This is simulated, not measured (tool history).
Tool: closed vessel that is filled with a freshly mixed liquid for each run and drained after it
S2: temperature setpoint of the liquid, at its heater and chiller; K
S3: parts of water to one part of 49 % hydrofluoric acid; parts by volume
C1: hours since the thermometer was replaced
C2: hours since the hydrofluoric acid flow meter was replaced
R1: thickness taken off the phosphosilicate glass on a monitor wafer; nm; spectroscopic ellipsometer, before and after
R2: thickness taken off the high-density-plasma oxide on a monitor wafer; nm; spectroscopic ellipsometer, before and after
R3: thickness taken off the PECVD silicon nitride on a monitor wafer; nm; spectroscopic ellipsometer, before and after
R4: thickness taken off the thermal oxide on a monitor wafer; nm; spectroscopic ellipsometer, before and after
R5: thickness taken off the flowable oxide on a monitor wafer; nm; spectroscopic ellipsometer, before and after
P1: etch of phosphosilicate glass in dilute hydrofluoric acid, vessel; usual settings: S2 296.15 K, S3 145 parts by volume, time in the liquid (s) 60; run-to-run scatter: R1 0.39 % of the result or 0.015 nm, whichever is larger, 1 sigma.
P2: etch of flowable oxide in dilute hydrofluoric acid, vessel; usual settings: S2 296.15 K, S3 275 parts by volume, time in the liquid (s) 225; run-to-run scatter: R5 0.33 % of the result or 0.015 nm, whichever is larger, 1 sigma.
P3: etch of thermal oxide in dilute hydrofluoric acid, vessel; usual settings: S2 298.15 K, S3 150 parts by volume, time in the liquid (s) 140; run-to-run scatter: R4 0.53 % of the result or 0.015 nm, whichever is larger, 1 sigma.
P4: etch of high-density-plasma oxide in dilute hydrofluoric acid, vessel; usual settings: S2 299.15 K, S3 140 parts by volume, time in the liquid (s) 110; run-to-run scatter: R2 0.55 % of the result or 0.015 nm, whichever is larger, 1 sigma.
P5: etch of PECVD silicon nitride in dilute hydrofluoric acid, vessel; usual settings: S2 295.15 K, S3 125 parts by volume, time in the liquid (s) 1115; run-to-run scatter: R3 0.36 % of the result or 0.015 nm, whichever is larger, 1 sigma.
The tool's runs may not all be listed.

run 1 hour=11.5 | process_that_ran=P1 S2=296.15 S3=145 time_in_the_liquid_(s)=60 | C1=1814.6 C2=844.6 | R1=30.894
run 2 hour=19.2 | process_that_ran=P4 S2=304.15 S3=140 time_in_the_liquid_(s)=110 | C1=1822.3 C2=852.3 | R2=5.6200
run 3 hour=32.7 | process_that_ran=P5 S2=295.15 S3=125 time_in_the_liquid_(s)=1115 | C1=1835.8 C2=865.8 | R3=18.397
run 4 hour=47.7 | process_that_ran=P3 S2=298.15 S3=150 time_in_the_liquid_(s)=30 | C1=1850.8 C2=880.8 | R4=0.91447
run 5 hour=57.9 | process_that_ran=P3 S2=298.15 S3=150 time_in_the_liquid_(s)=140 | C1=1861.0 C2=891.0 | R4=4.26770
run 6 hour=71.8 | process_that_ran=P1 S2=301.15 S3=70 time_in_the_liquid_(s)=60 | C1=1874.9 C2=904.9 | R1=85.334
run 7 hour=79.8 | process_that_ran=P1 S2=296.15 S3=245 time_in_the_liquid_(s)=60 | C1=1882.9 C2=912.9 | R1=16.404
run 8 hour=88.9 | process_that_ran=P1 S2=301.65 S3=230 time_in_the_liquid_(s)=60 | C1=1892.0 C2=922.0 | R1=21.760
run 9 hour=97.4 | process_that_ran=P4 S2=299.15 S3=140 time_in_the_liquid_(s)=110 | C1=1900.5 C2=930.5 | R2=4.6319
run 10 hour=110.6 | process_that_ran=P1 S2=296.15 S3=145 time_in_the_liquid_(s)=60 | C1=1913.7 C2=943.7 | R1=31.179
run 11 hour=122.2 | process_that_ran=P4 S2=299.15 S3=140 time_in_the_liquid_(s)=110 | C1=1925.3 C2=955.3 | R2=4.5654
run 12 hour=131.4 | process_that_ran=P5 S2=290.15 S3=125 time_in_the_liquid_(s)=1115 | C1=1934.5 C2=964.5 | R3=13.180
run 13 hour=138.6 | process_that_ran=P1 S2=292.15 S3=145 time_in_the_liquid_(s)=60 | C1=1941.7 C2=971.7 | R1=26.219
run 14 hour=149.0 | process_that_ran=P1 S2=296.15 S3=90 time_in_the_liquid_(s)=60 | C1=1952.1 C2=982.1 | R1=53.090
run 15 hour=162.1 | process_that_ran=P1 S2=301.65 S3=145 time_in_the_liquid_(s)=60 | C1=1965.2 C2=995.2 | R1=38.006
run 16 hour=170.4 | process_that_ran=P1 S2=296.15 S3=145 time_in_the_liquid_(s)=60 | C1=1973.5 C2=1003.5 | R1=30.795
run 17 hour=180.3 | process_that_ran=P4 S2=299.15 S3=225 time_in_the_liquid_(s)=110 | C1=1983.4 C2=1013.4 | R2=2.6060
run 18 hour=192.1 | process_that_ran=P1 S2=296.15 S3=145 time_in_the_liquid_(s)=30 | C1=1995.2 C2=1025.2 | R1=15.406
run 19 hour=201.1 | process_that_ran=P2 S2=296.15 S3=275 time_in_the_liquid_(s)=225 | C1=2004.2 C2=1034.2 | R5=15.1420
run 20 hour=209.9 | process_that_ran=P2 S2=296.15 S3=275 time_in_the_liquid_(s)=225 | C1=2013.0 C2=1043.0 | R5=15.1780
run 21 hour=224.5 | process_that_ran=P5 S2=295.15 S3=125 time_in_the_liquid_(s)=2120 | C1=2027.6 C2=1057.6 | R3=35.231
run 22 hour=231.8 | process_that_ran=P3 S2=298.15 S3=35 time_in_the_liquid_(s)=140 | C1=2034.9 C2=1064.9 | R4=21.28400
run 23 hour=246.3 | process_that_ran=P2 S2=290.15 S3=275 time_in_the_liquid_(s)=225 | C1=2049.4 C2=1079.4 | R5=12.1260
run 24 hour=259.7 | process_that_ran=P4 S2=299.15 S3=140 time_in_the_liquid_(s)=180 | C1=2062.8 C2=1092.8 | R2=7.5845
run 25 hour=268.7 | process_that_ran=P2 S2=296.15 S3=275 time_in_the_liquid_(s)=90 | C1=2071.8 C2=1101.8 | R5=6.0535
run 26 hour=277.6 | process_that_ran=P2 S2=296.15 S3=115 time_in_the_liquid_(s)=225 | C1=2080.7 C2=1110.7 | R5=42.8330
run 27 hour=291.0 | process_that_ran=P1 S2=296.15 S3=145 time_in_the_liquid_(s)=60 | C1=2094.1 C2=1124.1 | R1=30.833
run 28 hour=300.7 | process_that_ran=P1 S2=296.15 S3=145 time_in_the_liquid_(s)=105 | C1=2103.8 C2=1133.8 | R1=54.050
run 29 hour=308.5 | process_that_ran=P1 S2=296.15 S3=145 time_in_the_liquid_(s)=60 | C1=2111.6 C2=1141.6 | R1=30.997
run 30 hour=321.5 | process_that_ran=P3 S2=290.15 S3=150 time_in_the_liquid_(s)=140 | C1=2124.6 C2=1154.6 | R4=3.12880
run 31 hour=330.1 | process_that_ran=P5 S2=295.15 S3=225 time_in_the_liquid_(s)=1115 | C1=2133.2 C2=1163.2 | R3=10.451
run 32 hour=345.0 | process_that_ran=P1 S2=296.15 S3=145 time_in_the_liquid_(s)=60 | C1=2148.1 C2=1178.1 | R1=30.861
run 33 hour=353.2 | process_that_ran=P1 S2=296.15 S3=145 time_in_the_liquid_(s)=60 | C1=2156.3 C2=1186.3 | R1=30.043
run 34 hour=363.7 | process_that_ran=P1 S2=296.15 S3=145 time_in_the_liquid_(s)=60 | C1=2166.8 C2=1196.8 | R1=29.260
run 35 hour=370.9 | process_that_ran=P1 S2=296.15 S3=145 time_in_the_liquid_(s)=60 | C1=2174.0 C2=1204.0 | R1=29.016
run 36 hour=382.8 | process_that_ran=P1 S2=296.15 S3=145 time_in_the_liquid_(s)=60 | C1=2185.9 C2=1215.9 | R1=28.690
run 37 hour=394.7 | process_that_ran=P1 S2=296.15 S3=145 time_in_the_liquid_(s)=60 | C1=2197.8 C2=1227.8 | R1=28.424
run 38 hour=405.2 | process_that_ran=P1 S2=296.15 S3=145 time_in_the_liquid_(s)=60 | C1=2208.3 C2=1238.3 | R1=28.450
run 39 hour=419.8 | process_that_ran=P1 S2=296.15 S3=145 time_in_the_liquid_(s)=60 | C1=2222.9 C2=1252.9 | R1=28.296
run 40 hour=426.3 | process_that_ran=P1 S2=296.15 S3=145 time_in_the_liquid_(s)=60 | C1=2229.4 C2=1259.4 | R1=28.292

What P1 gives has crept away from where it was. These 2 causes fit the log equally well, each at the size given:
A: liquid colder than its thermometer reads (K) = 2.17
B: hydrofluoric acid flow below the setpoint (%) = 7.01
The creep began at about hour 345.0.

4 check runs are offered, one wafer each, their results left as question marks. Which one tells the causes apart?
run check 1 hour=432.8 | process_that_ran=P3 S2=293.15 S3=150 time_in_the_liquid_(s)=30 | R4=?
run check 2 hour=432.8 | process_that_ran=P5 S2=292.15 S3=125 time_in_the_liquid_(s)=2075 | R3=?
run check 3 hour=432.8 | process_that_ran=P4 S2=299.15 S3=140 time_in_the_liquid_(s)=160 | R2=?
run check 4 hour=432.8 | process_that_ran=P2 S2=290.15 S3=275 time_in_the_liquid_(s)=225 | R5=?

What each check would give under each cause:
check=check_1 result=R4 if_A=0.69168 if_B=0.69370
check=check_2 result=R3 if_A=24.233 if_B=26.206
check=check_3 result=R2 if_A=6.2110 if_B=6.1950
check=check_4 result=R5 if_A=11.1540 if_B=11.0880
How far apart the two closest causes lie, in the result that separates them most: check 1 0.29 %; check 2 7.83 %; check 3 0.26 %; check 4 0.59 %
Check 2 tells the causes apart: in the others they would give nearly the same result.

Check 2 was then run and gave: R3 26.283 nm. Which cause is it?

It is B: hydrofluoric acid flow below the setpoint (%).
